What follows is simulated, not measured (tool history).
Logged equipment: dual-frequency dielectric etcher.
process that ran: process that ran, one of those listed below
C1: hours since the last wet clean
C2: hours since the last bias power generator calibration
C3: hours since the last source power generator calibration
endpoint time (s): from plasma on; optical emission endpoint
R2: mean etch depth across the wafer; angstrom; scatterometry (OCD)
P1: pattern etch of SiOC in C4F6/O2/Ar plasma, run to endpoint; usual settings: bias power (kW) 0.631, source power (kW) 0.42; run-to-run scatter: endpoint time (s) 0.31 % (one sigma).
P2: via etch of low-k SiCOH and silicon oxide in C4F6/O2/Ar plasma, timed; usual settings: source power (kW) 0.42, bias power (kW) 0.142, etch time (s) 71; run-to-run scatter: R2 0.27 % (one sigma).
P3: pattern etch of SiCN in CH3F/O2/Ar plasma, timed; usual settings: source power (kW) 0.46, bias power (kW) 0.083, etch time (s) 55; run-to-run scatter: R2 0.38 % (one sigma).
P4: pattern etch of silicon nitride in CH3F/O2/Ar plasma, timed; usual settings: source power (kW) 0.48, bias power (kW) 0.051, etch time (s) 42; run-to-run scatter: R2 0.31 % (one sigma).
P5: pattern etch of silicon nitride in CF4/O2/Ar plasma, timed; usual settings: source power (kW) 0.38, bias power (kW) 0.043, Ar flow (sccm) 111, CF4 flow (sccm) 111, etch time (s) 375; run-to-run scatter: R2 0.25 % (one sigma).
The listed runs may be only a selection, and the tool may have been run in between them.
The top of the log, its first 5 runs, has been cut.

{"run": 6, "hour": 68.8, "process that ran": "P5", "bias power (kW)": 0.043, "source power (kW)": 0.38, "etch time (s)": 375, "Ar flow (sccm)": 142, "CF4 flow (sccm)": 111, "C1": 322.1, "C2": 2487.7, "C3": 855.7, "R2": 5059.3}
{"run": 7, "hour": 77.5, "process that ran": "P4", "bias power (kW)": 0.051, "source power (kW)": 0.59, "etch time (s)": 42, "C1": 330.8, "C2": 2496.4, "C3": 864.4, "R2": 306.98}
{"run": 8, "hour": 92.1, "process that ran": "P4", "bias power (kW)": 0.051, "source power (kW)": 0.48, "etch time (s)": 53.5, "C1": 345.4, "C2": 2511, "C3": 879, "R2": 362.06}
{"run": 9, "hour": 106.3, "process that ran": "P2", "bias power (kW)": 0.142, "source power (kW)": 0.42, "etch time (s)": 71, "C1": 359.6, "C2": 2525.2, "C3": 893.2, "R2": 1876.8}
{"run": 10, "hour": 119.5, "process that ran": "P1", "bias power (kW)": 0.784, "source power (kW)": 0.34, "C1": 372.8, "C2": 2538.4, "C3": 906.4, "endpoint time (s)": 15.142}
{"run": 11, "hour": 132.6, "process that ran": "P2", "bias power (kW)": 0.097, "source power (kW)": 0.42, "etch time (s)": 71, "C1": 385.9, "C2": 2551.5, "C3": 919.5, "R2": 1681.7}
{"run": 12, "hour": 141.9, "process that ran": "P1", "bias power (kW)": 0.631, "source power (kW)": 0.42, "C1": 395.2, "C2": 2560.8, "C3": 928.8, "endpoint time (s)": 15.274}
{"run": 13, "hour": 154.5, "process that ran": "P5", "bias power (kW)": 0.043, "source power (kW)": 0.38, "etch time (s)": 375, "Ar flow (sccm)": 111, "CF4 flow (sccm)": 111, "C1": 407.8, "C2": 2573.4, "C3": 941.4, "R2": 5230.3}
{"run": 14, "hour": 169.2, "process that ran": "P1", "bias power (kW)": 0.631, "source power (kW)": 0.42, "C1": 422.5, "C2": 2588.1, "C3": 956.1, "endpoint time (s)": 15.338}
{"run": 15, "hour": 178.6, "process that ran": "P5", "bias power (kW)": 0.034, "source power (kW)": 0.38, "etch time (s)": 375, "Ar flow (sccm)": 111, "CF4 flow (sccm)": 111, "C1": 431.9, "C2": 2597.5, "C3": 965.5, "R2": 4785.4}
{"run": 16, "hour": 189.0, "process that ran": "P5", "bias power (kW)": 0.043, "source power (kW)": 0.5, "etch time (s)": 375, "Ar flow (sccm)": 111, "CF4 flow (sccm)": 111, "C1": 442.3, "C2": 2607.9, "C3": 975.9, "R2": 6646.2}
{"run": 17, "hour": 204.0, "process that ran": "P1", "bias power (kW)": 0.631, "source power (kW)": 0.5, "C1": 457.3, "C2": 2622.9, "C3": 990.9, "endpoint time (s)": 14.331}
{"run": 18, "hour": 218.2, "process that ran": "P1", "bias power (kW)": 0.631, "source power (kW)": 0.42, "C1": 471.5, "C2": 2637.1, "C3": 1005.1, "endpoint time (s)": 15.352}
{"run": 19, "hour": 228.9, "process that ran": "P1", "bias power (kW)": 0.631, "source power (kW)": 0.42, "C1": 482.2, "C2": 2647.8, "C3": 1015.8, "endpoint time (s)": 15.283}
{"run": 20, "hour": 235.8, "process that ran": "P2", "bias power (kW)": 0.142, "source power (kW)": 0.42, "etch time (s)": 71, "C1": 489.1, "C2": 2654.7, "C3": 1022.7, "R2": 1873.4}
{"run": 21, "hour": 248.9, "process that ran": "P1", "bias power (kW)": 0.433, "source power (kW)": 0.56, "C1": 502.2, "C2": 2667.8, "C3": 1035.8, "endpoint time (s)": 15.847}
{"run": 22, "hour": 262.1, "process that ran": "P2", "bias power (kW)": 0.142, "source power (kW)": 0.42, "etch time (s)": 39, "C1": 515.4, "C2": 2681, "C3": 1049, "R2": 1025}
{"run": 23, "hour": 273.4, "process that ran": "P1", "bias power (kW)": 0.631, "source power (kW)": 0.32, "C1": 526.7, "C2": 2692.3, "C3": 1060.3, "endpoint time (s)": 16.941}
{"run": 24, "hour": 282.9, "process that ran": "P4", "bias power (kW)": 0.051, "source power (kW)": 0.48, "etch time (s)": 42, "C1": 536.2, "C2": 2701.8, "C3": 1069.8, "R2": 284.17}

Expected results for the next run?
{"run": 25, "hour": 297.7, "process that ran": "P1", "bias power (kW)": 0.503, "source power (kW)": 0.55, "C1": 551, "C2": 2716.6, "C3": 1084.6, "endpoint time (s)": "?"}

Run 25 produced endpoint time (s) 15.099.
